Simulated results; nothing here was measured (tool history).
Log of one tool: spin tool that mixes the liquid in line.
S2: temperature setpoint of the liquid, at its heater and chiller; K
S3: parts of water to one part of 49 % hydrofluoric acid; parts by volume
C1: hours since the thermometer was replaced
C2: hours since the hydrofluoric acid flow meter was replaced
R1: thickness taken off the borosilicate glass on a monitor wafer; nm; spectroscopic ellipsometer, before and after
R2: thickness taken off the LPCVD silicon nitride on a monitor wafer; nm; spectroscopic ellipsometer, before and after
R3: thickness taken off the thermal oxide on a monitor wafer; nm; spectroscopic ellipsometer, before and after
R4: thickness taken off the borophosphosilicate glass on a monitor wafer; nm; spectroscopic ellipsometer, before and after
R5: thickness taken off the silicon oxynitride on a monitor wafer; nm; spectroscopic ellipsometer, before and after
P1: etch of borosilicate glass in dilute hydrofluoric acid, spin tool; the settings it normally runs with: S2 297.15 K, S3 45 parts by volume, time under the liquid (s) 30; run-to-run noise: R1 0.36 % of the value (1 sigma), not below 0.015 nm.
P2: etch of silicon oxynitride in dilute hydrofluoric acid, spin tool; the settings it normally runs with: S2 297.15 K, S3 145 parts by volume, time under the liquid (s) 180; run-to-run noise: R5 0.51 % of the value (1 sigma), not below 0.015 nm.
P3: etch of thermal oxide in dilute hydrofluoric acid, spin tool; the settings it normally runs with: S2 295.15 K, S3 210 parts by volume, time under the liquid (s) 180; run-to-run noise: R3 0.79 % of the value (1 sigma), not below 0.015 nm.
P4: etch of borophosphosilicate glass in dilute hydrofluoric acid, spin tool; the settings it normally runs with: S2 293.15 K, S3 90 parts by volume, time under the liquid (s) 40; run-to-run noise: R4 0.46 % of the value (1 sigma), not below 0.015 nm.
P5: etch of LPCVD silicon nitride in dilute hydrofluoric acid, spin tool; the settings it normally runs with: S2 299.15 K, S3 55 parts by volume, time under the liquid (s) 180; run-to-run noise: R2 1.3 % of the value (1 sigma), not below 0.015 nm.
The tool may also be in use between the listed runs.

run 1 hour=13.6 | process_that_ran=P1 S2=297.15 S3=45 time_under_the_liquid_(s)=30 | C1=656.7 C2=644.6 | R1=19.162
run 2 hour=29.4 | process_that_ran=P5 S2=299.15 S3=55 time_under_the_liquid_(s)=365 | C1=672.5 C2=660.4 | R2=3.6548
run 3 hour=37.5 | process_that_ran=P3 S2=300.65 S3=210 time_under_the_liquid_(s)=180 | C1=680.6 C2=668.5 | R3=4.11430
run 4 hour=54.4 | process_that_ran=P4 S2=298.65 S3=90 time_under_the_liquid_(s)=40 | C1=697.5 C2=685.4 | R4=26.5300
run 5 hour=71.0 | process_that_ran=P2 S2=297.15 S3=225 time_under_the_liquid_(s)=180 | C1=714.1 C2=702.0 | R5=2.5923
run 6 hour=84.3 | process_that_ran=P4 S2=293.15 S3=90 time_under_the_liquid_(s)=15 | C1=727.4 C2=715.3 | R4=7.9534
run 7 hour=92.7 | process_that_ran=P1 S2=293.15 S3=45 time_under_the_liquid_(s)=55 | C1=735.8 C2=723.7 | R1=29.894
run 8 hour=101.2 | process_that_ran=P3 S2=295.15 S3=210 time_under_the_liquid_(s)=180 | C1=744.3 C2=732.2 | R3=3.45450
run 9 hour=114.8 | process_that_ran=P1 S2=297.15 S3=70 time_under_the_liquid_(s)=30 | C1=757.9 C2=745.8 | R1=11.999
run 10 hour=130.7 | process_that_ran=P4 S2=293.15 S3=90 time_under_the_liquid_(s)=40 | C1=773.8 C2=761.7 | R4=21.3580
run 11 hour=146.8 | process_that_ran=P2 S2=297.15 S3=145 time_under_the_liquid_(s)=350 | C1=789.9 C2=777.8 | R5=8.3255
run 12 hour=154.1 | process_that_ran=P3 S2=295.15 S3=210 time_under_the_liquid_(s)=180 | C1=797.2 C2=785.1 | R3=3.43010
run 13 hour=167.7 | process_that_ran=P5 S2=299.15 S3=55 time_under_the_liquid_(s)=180 | C1=810.8 C2=798.7 | R2=1.8878
run 14 hour=183.8 | process_that_ran=P2 S2=297.15 S3=145 time_under_the_liquid_(s)=180 | C1=826.9 C2=814.8 | R5=4.2920
run 15 hour=198.7 | process_that_ran=P1 S2=297.15 S3=45 time_under_the_liquid_(s)=30 | C1=841.8 C2=829.7 | R1=19.310
run 16 hour=208.7 | process_that_ran=P3 S2=295.15 S3=80 time_under_the_liquid_(s)=180 | C1=851.8 C2=839.7 | R3=10.42700
run 17 hour=219.6 | process_that_ran=P4 S2=293.15 S3=90 time_under_the_liquid_(s)=40 | C1=862.7 C2=850.6 | R4=21.4600
run 18 hour=229.2 | process_that_ran=P1 S2=297.15 S3=20 time_under_the_liquid_(s)=30 | C1=872.3 C2=860.2 | R1=44.632
run 19 hour=241.8 | process_that_ran=P1 S2=297.15 S3=45 time_under_the_liquid_(s)=30 | C1=884.9 C2=872.8 | R1=19.180
run 20 hour=256.6 | process_that_ran=P1 S2=297.15 S3=45 time_under_the_liquid_(s)=30 | C1=899.7 C2=887.6 | R1=19.237
run 21 hour=270.9 | process_that_ran=P1 S2=301.15 S3=45 time_under_the_liquid_(s)=30 | C1=914.0 C2=901.9 | R1=22.690
run 22 hour=286.3 | process_that_ran=P5 S2=299.15 S3=100 time_under_the_liquid_(s)=180 | C1=929.4 C2=917.3 | R2=1.0159
run 23 hour=297.8 | process_that_ran=P2 S2=301.15 S3=145 time_under_the_liquid_(s)=180 | C1=940.9 C2=928.8 | R5=5.0573
run 24 hour=310.2 | process_that_ran=P4 S2=293.15 S3=25 time_under_the_liquid_(s)=40 | C1=953.3 C2=941.2 | R4=82.4040
run 25 hour=323.9 | process_that_ran=P3 S2=295.15 S3=210 time_under_the_liquid_(s)=50 | C1=967.0 C2=954.9 | R3=0.93624
run 26 hour=333.9 | process_that_ran=P5 S2=299.15 S3=55 time_under_the_liquid_(s)=180 | C1=977.0 C2=964.9 | R2=1.8662
run 27 hour=346.1 | process_that_ran=P1 S2=297.15 S3=45 time_under_the_liquid_(s)=15 | C1=989.2 C2=977.1 | R1=9.566
run 28 hour=356.6 | process_that_ran=P2 S2=297.15 S3=145 time_under_the_liquid_(s)=180 | C1=999.7 C2=987.6 | R5=4.2814
run 29 hour=367.1 | process_that_ran=P1 S2=292.15 S3=45 time_under_the_liquid_(s)=30 | C1=1010.2 C2=998.1 | R1=15.545
run 30 hour=376.1 | process_that_ran=P1 S2=297.15 S3=45 time_under_the_liquid_(s)=60 | C1=1019.2 C2=1007.1 | R1=38.300
run 31 hour=390.1 | process_that_ran=P5 S2=292.65 S3=55 time_under_the_liquid_(s)=180 | C1=1033.2 C2=1021.1 | R2=1.1833
run 32 hour=402.6 | process_that_ran=P1 S2=297.15 S3=45 time_under_the_liquid_(s)=30 | C1=1045.7 C2=1033.6 | R1=19.223
run 33 hour=412.2 | process_that_ran=P1 S2=297.15 S3=45 time_under_the_liquid_(s)=30 | C1=1055.3 C2=1043.2 | R1=18.821
run 34 hour=421.2 | process_that_ran=P1 S2=297.15 S3=45 time_under_the_liquid_(s)=30 | C1=1064.3 C2=1052.2 | R1=18.406
run 35 hour=430.3 | process_that_ran=P1 S2=297.15 S3=45 time_under_the_liquid_(s)=30 | C1=1073.4 C2=1061.3 | R1=18.157
run 36 hour=439.9 | process_that_ran=P1 S2=297.15 S3=45 time_under_the_liquid_(s)=30 | C1=1083.0 C2=1070.9 | R1=17.981
run 37 hour=448.7 | process_that_ran=P1 S2=297.15 S3=45 time_under_the_liquid_(s)=30 | C1=1091.8 C2=1079.7 | R1=17.872
run 38 hour=462.7 | process_that_ran=P1 S2=297.15 S3=45 time_under_the_liquid_(s)=30 | C1=1105.8 C2=1093.7 | R1=17.758
run 39 hour=475.9 | process_that_ran=P1 S2=297.15 S3=45 time_under_the_liquid_(s)=30 | C1=1119.0 C2=1106.9 | R1=17.837
run 40 hour=483.4 | process_that_ran=P1 S2=297.15 S3=45 time_under_the_liquid_(s)=30 | C1=1126.5 C2=1114.4 | R1=17.640
run 41 hour=493.9 | process_that_ran=P1 S2=297.15 S3=45 time_under_the_liquid_(s)=30 | C1=1137.0 C2=1124.9 | R1=17.661
run 42 hour=508.6 | process_that_ran=P1 S2=297.15 S3=45 time_under_the_liquid_(s)=30 | C1=1151.7 C2=1139.6 | R1=17.534

Something has made what P1 gives creep away from where it was; the 2 causes below, each at its own stated size, fit the log equally well:
A: hydrofluoric acid flow below the setpoint (%) = 7.68
B: liquid colder than its thermometer reads (K) = 2.04
The process output started creeping at around hour 402.6.

Which of the check runs below tells the causes apart, meaning the causes would give it clearly different results? Each run uses 5 wafers whose results are averaged, and each result is shown as a question mark.
run check 1 hour=523.3 | process_that_ran=P5 S2=299.15 S3=55 time_under_the_liquid_(s)=260 | R2=?
run check 2 hour=523.3 | process_that_ran=P2 S2=297.15 S3=145 time_under_the_liquid_(s)=245 | R5=?
run check 3 hour=523.3 | process_that_ran=P4 S2=293.15 S3=65 time_under_the_liquid_(s)=15 | R4=?
run check 4 hour=523.3 | process_that_ran=P3 S2=295.15 S3=125 time_under_the_liquid_(s)=115 | R3=?

What every check run would give for each of its results, assuming each possible cause in turn:
check=check_1 result=R2 if_A=2.4652 if_B=2.3275
check=check_2 result=R5 if_A=5.3262 if_B=5.2979
check=check_3 result=R4 if_A=10.4360 if_B=10.4340
check=check_4 result=R3 if_A=3.65330 if_B=3.68960
Separation of the two closest causes in each check, using whichever result separates them best: check 1 5.75 %; check 2 0.53 %; check 3 0.02 %; check 4 0.99 %
Only in check 1 would the causes give clearly different results; in the remaining checks their results would be nearly the same.

With check 1 done, the readings were: R2 2.3332 nm. Identify which of the listed causes applies.

It is B: liquid colder than its thermometer reads (K).
